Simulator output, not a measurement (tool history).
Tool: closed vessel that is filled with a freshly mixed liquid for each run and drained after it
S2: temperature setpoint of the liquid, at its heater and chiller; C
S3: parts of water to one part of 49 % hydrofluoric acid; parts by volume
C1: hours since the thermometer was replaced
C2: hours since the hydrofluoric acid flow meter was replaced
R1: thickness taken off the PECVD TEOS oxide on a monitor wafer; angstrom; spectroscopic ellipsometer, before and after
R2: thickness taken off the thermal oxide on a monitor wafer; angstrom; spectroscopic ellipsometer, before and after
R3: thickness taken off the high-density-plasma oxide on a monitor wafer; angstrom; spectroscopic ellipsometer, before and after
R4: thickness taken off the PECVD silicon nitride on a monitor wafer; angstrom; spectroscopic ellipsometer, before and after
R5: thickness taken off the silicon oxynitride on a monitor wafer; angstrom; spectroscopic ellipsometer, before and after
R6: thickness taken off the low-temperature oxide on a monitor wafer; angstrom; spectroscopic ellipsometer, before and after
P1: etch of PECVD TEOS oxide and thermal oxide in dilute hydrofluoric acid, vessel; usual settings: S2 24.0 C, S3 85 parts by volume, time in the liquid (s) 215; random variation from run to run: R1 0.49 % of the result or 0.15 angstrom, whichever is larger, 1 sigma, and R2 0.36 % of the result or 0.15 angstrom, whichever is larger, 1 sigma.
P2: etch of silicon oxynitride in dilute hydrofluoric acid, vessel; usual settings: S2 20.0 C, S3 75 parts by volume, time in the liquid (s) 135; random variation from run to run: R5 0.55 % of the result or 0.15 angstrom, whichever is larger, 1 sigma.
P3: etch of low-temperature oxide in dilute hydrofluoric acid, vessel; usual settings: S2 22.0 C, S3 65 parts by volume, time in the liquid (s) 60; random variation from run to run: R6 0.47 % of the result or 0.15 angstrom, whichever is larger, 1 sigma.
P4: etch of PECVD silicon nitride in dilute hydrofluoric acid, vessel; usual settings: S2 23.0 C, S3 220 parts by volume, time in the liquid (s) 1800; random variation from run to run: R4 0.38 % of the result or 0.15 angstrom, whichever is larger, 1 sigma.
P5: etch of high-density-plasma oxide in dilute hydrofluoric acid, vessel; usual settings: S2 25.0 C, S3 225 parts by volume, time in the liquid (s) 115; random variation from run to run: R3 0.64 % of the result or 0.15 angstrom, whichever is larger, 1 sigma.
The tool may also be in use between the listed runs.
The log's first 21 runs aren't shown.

Run 22, hour 109.3: process that ran P1, S2 24.0 C, S3 85 parts by volume, time in the liquid (s) 400; C1 1057.8; C2 511.1. Result: R1 566.420 angstrom, R2 223.420 angstrom.
Run 23, hour 114.2: process that ran P1, S2 24.0 C, S3 85 parts by volume, time in the liquid (s) 215; C1 1062.7; C2 516.0. Result: R1 303.840 angstrom, R2 119.380 angstrom.
Run 24, hour 120.1: process that ran P1, S2 24.0 C, S3 85 parts by volume, time in the liquid (s) 215; C1 1068.6; C2 521.9. Result: R1 303.630 angstrom, R2 119.240 angstrom.
Run 25, hour 123.6: process that ran P1, S2 28.0 C, S3 85 parts by volume, time in the liquid (s) 215; C1 1072.1; C2 525.4. Result: R1 355.080 angstrom, R2 141.570 angstrom.
Run 26, hour 127.9: process that ran P1, S2 24.0 C, S3 85 parts by volume, time in the liquid (s) 30; C1 1076.4; C2 529.7. Result: R1 42.798 angstrom, R2 16.575 angstrom.
Run 27, hour 133.4: process that ran P3, S2 22.0 C, S3 65 parts by volume, time in the liquid (s) 115; C1 1081.9; C2 535.2. Result: R6 275.65 angstrom.
Run 28, hour 139.1: process that ran P1, S2 29.5 C, S3 85 parts by volume, time in the liquid (s) 45; C1 1087.6; C2 540.9. Result: R1 78.932 angstrom, R2 30.897 angstrom.
Run 29, hour 145.5: process that ran P3, S2 17.0 C, S3 65 parts by volume, time in the liquid (s) 60; C1 1094.0; C2 547.3. Result: R6 116.13 angstrom.
Run 30, hour 148.8: process that ran P3, S2 22.0 C, S3 100 parts by volume, time in the liquid (s) 60; C1 1097.3; C2 550.6. Result: R6 89.61 angstrom.
Run 31, hour 155.8: process that ran P2, S2 20.0 C, S3 75 parts by volume, time in the liquid (s) 30; C1 1104.3; C2 557.6. Result: R5 8.9928 angstrom.
Run 32, hour 160.4: process that ran P5, S2 25.0 C, S3 225 parts by volume, time in the liquid (s) 115; C1 1108.9; C2 562.2. Result: R3 49.633 angstrom.
Run 33, hour 165.5: process that ran P1, S2 24.0 C, S3 85 parts by volume, time in the liquid (s) 215; C1 1114.0; C2 567.3. Result: R1 303.610 angstrom, R2 120.260 angstrom.
Run 34, hour 173.1: process that ran P1, S2 24.0 C, S3 85 parts by volume, time in the liquid (s) 215; C1 1121.6; C2 574.9. Result: R1 303.840 angstrom, R2 119.770 angstrom.
Run 35, hour 180.1: process that ran P1, S2 24.0 C, S3 85 parts by volume, time in the liquid (s) 215; C1 1128.6; C2 581.9. Result: R1 293.990 angstrom, R2 116.790 angstrom.
Run 36, hour 185.9: process that ran P1, S2 24.0 C, S3 85 parts by volume, time in the liquid (s) 215; C1 1134.4; C2 587.7. Result: R1 292.570 angstrom, R2 116.310 angstrom.
Run 37, hour 192.4: process that ran P1, S2 24.0 C, S3 85 parts by volume, time in the liquid (s) 215; C1 1140.9; C2 594.2. Result: R1 290.090 angstrom, R2 115.520 angstrom.

Run 38 comes next. What will it give?
Run 38, hour 195.9: process that ran P1, S2 24.0 C, S3 85 parts by volume, time in the liquid (s) 215; C1 1144.4; C2 597.7. Result: R1 ?, R2 ?.

Run 38 gave R1 290.290 angstrom, R2 114.380 angstrom.
